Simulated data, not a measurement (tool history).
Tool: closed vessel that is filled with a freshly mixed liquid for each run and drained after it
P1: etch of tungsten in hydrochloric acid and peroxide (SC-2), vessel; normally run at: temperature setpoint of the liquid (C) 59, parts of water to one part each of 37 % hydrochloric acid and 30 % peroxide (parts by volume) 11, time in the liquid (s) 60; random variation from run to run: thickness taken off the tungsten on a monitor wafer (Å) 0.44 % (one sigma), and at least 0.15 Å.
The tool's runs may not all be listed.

run	hour	temperature setpoint of the liquid (C)	parts of water to one part each of 37 % hydrochloric acid and 30 % peroxide (parts by volume)	time in the liquid (s)	thickness taken off the tungsten on a monitor wafer (Å)
1	9.6	59	11	60	114.97
2	15.1	72	11	60	252.52
3	20.4	59	20	60	67.077
4	30	59	11	60	114.23
5	38.8	59	11	100	190.84
6	44.4	59	11	30	57.094
7	50.7	59	11	60	114.01
8	58.5	59	11	60	114.62
9	64.6	59	11	60	114.42
10	71.9	43.5	11	60	40.931
11	78.1	59	4.5	60	228.03
12	86.3	52	19.5	60	44.365
13	91.4	59	11	60	113.29
14	100	59	11	60	114.84
15	110	59	11	60	120.19
16	117.6	59	11	60	121.09
17	126.1	59	11	60	123.26
18	132.7	59	11	60	123.36
19	140.1	59	11	60	124.37
20	147.5	59	11	60	125.41

Run 21 comes next. What will it give?
21	156.3	59	11	60	?

Run 21 gave thickness taken off the tungsten on a monitor wafer (Å) 125.35.
